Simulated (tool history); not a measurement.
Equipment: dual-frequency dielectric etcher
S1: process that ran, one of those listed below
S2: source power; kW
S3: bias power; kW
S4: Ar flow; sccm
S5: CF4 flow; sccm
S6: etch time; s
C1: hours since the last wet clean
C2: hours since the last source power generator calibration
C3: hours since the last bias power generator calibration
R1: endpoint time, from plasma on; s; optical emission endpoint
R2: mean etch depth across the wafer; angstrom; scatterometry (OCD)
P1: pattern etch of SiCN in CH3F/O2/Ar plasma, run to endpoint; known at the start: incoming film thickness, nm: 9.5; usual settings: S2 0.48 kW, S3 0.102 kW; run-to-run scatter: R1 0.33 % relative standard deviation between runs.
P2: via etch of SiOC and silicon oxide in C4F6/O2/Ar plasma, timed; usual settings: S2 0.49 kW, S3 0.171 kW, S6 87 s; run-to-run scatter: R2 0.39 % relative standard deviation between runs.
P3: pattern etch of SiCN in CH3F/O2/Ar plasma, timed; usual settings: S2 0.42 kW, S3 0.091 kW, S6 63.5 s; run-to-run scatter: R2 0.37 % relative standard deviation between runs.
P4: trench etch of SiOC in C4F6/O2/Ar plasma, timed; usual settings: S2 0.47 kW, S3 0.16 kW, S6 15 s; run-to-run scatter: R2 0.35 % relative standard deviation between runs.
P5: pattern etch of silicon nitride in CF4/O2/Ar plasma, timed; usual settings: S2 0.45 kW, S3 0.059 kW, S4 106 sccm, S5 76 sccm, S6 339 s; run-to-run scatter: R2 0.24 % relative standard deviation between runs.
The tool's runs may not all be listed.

Run 1, hour 6.1: S1 P1, S2 0.48 kW, S3 0.102 kW; C1 191.5; C2 626; C3 536.5. Result: R1 19.906 s.
Run 2, hour 16.8: S1 P5, S2 0.45 kW, S3 0.059 kW, S4 70 sccm, S5 76 sccm, S6 339 s; C1 202.2; C2 636.7; C3 547.2. Result: R2 6252.3 angstrom.
Run 3, hour 29.8: S1 P5, S2 0.62 kW, S3 0.059 kW, S4 106 sccm, S5 76 sccm, S6 339 s; C1 215.2; C2 649.7; C3 560.2. Result: R2 7849.2 angstrom.
Run 4, hour 43: S1 P4, S2 0.58 kW, S3 0.16 kW, S6 15 s; C1 228.4; C2 662.9; C3 573.4. Result: R2 341.48 angstrom.
Run 5, hour 53.3: S1 P1, S2 0.48 kW, S3 0.102 kW; C1 238.7; C2 673.2; C3 583.7. Result: R1 19.86 s.
Run 6, hour 59.9: S1 P3, S2 0.42 kW, S3 0.091 kW, S6 63.5 s; C1 245.3; C2 679.8; C3 590.3. Result: R2 257.62 angstrom.
Run 7, hour 71.6: S1 P1, S2 0.48 kW, S3 0.083 kW; C1 257; C2 691.5; C3 602. Result: R1 21.402 s.
Run 8, hour 83.6: S1 P1, S2 0.48 kW, S3 0.102 kW; C1 269; C2 703.5; C3 614. Result: R1 20.086 s.
Run 9, hour 94.9: S1 P2, S2 0.39 kW, S3 0.171 kW, S6 87 s; C1 280.3; C2 714.8; C3 625.3. Result: R2 943.73 angstrom.
Run 10, hour 106.6: S1 P4, S2 0.47 kW, S3 0.21 kW, S6 15 s; C1 292; C2 726.5; C3 637. Result: R2 343.44 angstrom.
Run 11, hour 119.4: S1 P3, S2 0.42 kW, S3 0.091 kW, S6 39.5 s; C1 304.8; C2 739.3; C3 649.8. Result: R2 161 angstrom.
Run 12, hour 127.6: S1 P2, S2 0.49 kW, S3 0.171 kW, S6 123.5 s; C1 313; C2 747.5; C3 658. Result: R2 1471 angstrom.
Run 13, hour 136.2: S1 P3, S2 0.42 kW, S3 0.123 kW, S6 63.5 s; C1 321.6; C2 756.1; C3 666.6. Result: R2 287.13 angstrom.
Run 14, hour 143.1: S1 P2, S2 0.49 kW, S3 0.171 kW, S6 87 s; C1 328.5; C2 763; C3 673.5. Result: R2 1031 angstrom.
Run 15, hour 154: S1 P5, S2 0.45 kW, S3 0.074 kW, S4 106 sccm, S5 76 sccm, S6 339 s; C1 339.4; C2 773.9; C3 684.4. Result: R2 6537.9 angstrom.
Run 16, hour 161.9: S1 P5, S2 0.45 kW, S3 0.059 kW, S4 106 sccm, S5 76 sccm, S6 222 s; C1 347.3; C2 781.8; C3 692.3. Result: R2 3906.8 angstrom.
Run 17, hour 168.4: S1 P2, S2 0.49 kW, S3 0.171 kW, S6 87 s; C1 353.8; C2 788.3; C3 698.8. Result: R2 1027.4 angstrom.
Run 18, hour 180.2: S1 P2, S2 0.49 kW, S3 0.235 kW, S6 87 s; C1 365.6; C2 800.1; C3 710.6. Result: R2 1131.1 angstrom.
Run 19, hour 188.1: S1 P1, S2 0.48 kW, S3 0.102 kW; C1 373.5; C2 808; C3 718.5. Result: R1 20.079 s.
At hour 192: bias power generator calibrated.
Run 20, hour 197.3: S1 P4, S2 0.47 kW, S3 0.16 kW, S6 8 s; C1 382.7; C2 817.2; C3 5.3. Result: R2 167.64 angstrom.
Run 21, hour 210.4: S1 P5, S2 0.45 kW, S3 0.059 kW, S4 106 sccm, S5 76 sccm, S6 339 s; C1 395.8; C2 830.3; C3 18.4. Result: R2 5950.6 angstrom.
Run 22, hour 216.7: S1 P1, S2 0.48 kW, S3 0.102 kW; C1 402.1; C2 836.6; C3 24.7. Result: R1 20.006 s.
Run 23, hour 226.2: S1 P1, S2 0.6 kW, S3 0.102 kW; C1 411.6; C2 846.1; C3 34.2. Result: R1 18.367 s.
Run 24, hour 237.5: S1 P1, S2 0.48 kW, S3 0.131 kW; C1 422.9; C2 857.4; C3 45.5. Result: R1 18.042 s.
Run 25, hour 247.3: S1 P1, S2 0.35 kW, S3 0.102 kW; C1 432.7; C2 867.2; C3 55.3. Result: R1 22.407 s.
Run 26, hour 258: S1 P1, S2 0.35 kW, S3 0.12 kW; C1 443.4; C2 877.9; C3 66. Result: R1 21.074 s.
Run 27, hour 268.9: S1 P3, S2 0.28 kW, S3 0.091 kW, S6 63.5 s; C1 454.3; C2 888.8; C3 76.9. Result: R2 221.15 angstrom.
Run 28, hour 276: S1 P4, S2 0.47 kW, S3 0.16 kW, S6 15 s; C1 461.4; C2 895.9; C3 84. Result: R2 315.82 angstrom.
Run 29, hour 287.7: S1 P5, S2 0.45 kW, S3 0.059 kW, S4 106 sccm, S5 52 sccm, S6 339 s; C1 473.1; C2 907.6; C3 95.7. Result: R2 5696.5 angstrom.
Run 30, hour 299: S1 P1, S2 0.48 kW, S3 0.102 kW; C1 484.4; C2 918.9; C3 107. Result: R1 19.965 s.
Run 31, hour 309.2: S1 P1, S2 0.48 kW, S3 0.102 kW; C1 494.6; C2 929.1; C3 117.2. Result: R1 20.126 s.
Run 32, hour 319.2: S1 P1, S2 0.48 kW, S3 0.102 kW; C1 504.6; C2 939.1; C3 127.2. Result: R1 20.161 s.
Run 33, hour 328.1: S1 P1, S2 0.48 kW, S3 0.102 kW; C1 513.5; C2 948; C3 136.1. Result: R1 20.273 s.
Run 34, hour 336.9: S1 P1, S2 0.48 kW, S3 0.102 kW; C1 522.3; C2 956.8; C3 144.9. Result: R1 20.194 s.
Run 35, hour 343.5: S1 P1, S2 0.48 kW, S3 0.102 kW; C1 528.9; C2 963.4; C3 151.5. Result: R1 20.301 s.
Run 36, hour 357: S1 P1, S2 0.48 kW, S3 0.102 kW; C1 542.4; C2 976.9; C3 165. Result: R1 20.335 s.
At hour 361.8: wet clean of the chamber.
Run 37, hour 368.4: S1 P1, S2 0.48 kW, S3 0.102 kW; C1 6.6; C2 988.3; C3 176.4. Result: R1 20.286 s.
Run 38, hour 375.1: S1 P1, S2 0.48 kW, S3 0.102 kW; C1 13.3; C2 995; C3 183.1. Result: R1 20.188 s.
Run 39, hour 387.1: S1 P1, S2 0.48 kW, S3 0.102 kW; C1 25.3; C2 1007; C3 195.1. Result: R1 20.304 s.
Run 40, hour 396.8: S1 P1, S2 0.48 kW, S3 0.102 kW; C1 35; C2 1016.7; C3 204.8. Result: R1 20.378 s.

What P1 gives has crept away from where it was. These 2 causes fit the log equally well, each at the size given:
A: source power that arrives under what is set, % = 4.42
B: bias power that arrives under what is set, % = 4.39
At approximately hour 299, the process output began to creep.
What rules out each remaining cause:
chamber walls in a state that lowers the etch rate, %: its service at hour 361.8 followed the start of the drift and did not put the process back to its old value

Listed below are the offered check runs, one wafer per run, with question marks in place of results. For which of them would the causes give clearly different outcomes?
Run check 1, hour 406.5: S1 P5, S2 0.62 kW, S3 0.059 kW, S4 106 sccm, S5 63 sccm, S6 339 s. Result: R2 ?.
Run check 2, hour 406.5: S1 P3, S2 0.32 kW, S3 0.091 kW, S6 63.5 s. Result: R2 ?.
Run check 3, hour 406.5: S1 P2, S2 0.49 kW, S3 0.231 kW, S6 87 s. Result: R2 ?.
Run check 4, hour 406.5: S1 P4, S2 0.47 kW, S3 0.16 kW, S6 8.5 s. Result: R2 ?.

What every check run would give for each of its results, assuming each possible cause in turn:
  check  result    if A    if B
check 1      R2  7359.1  7512.7
check 2      R2  229.32  229.29
check 3      R2  1116.1  1118.8
check 4      R2  175.33  176.07
Per check, the gap between the least separated pair of causes, taken in the result that splits them most: check 1 2.07 %; check 2 0.01 %; check 3 0.24 %; check 4 0.42 %
Check 1 distinguishes between the causes, while the remaining checks would return nearly the same result for all of them.

Check 1 was then run and gave: R2 7347.2 angstrom. Which cause is it?

It is A: source power that arrives under what is set, %.
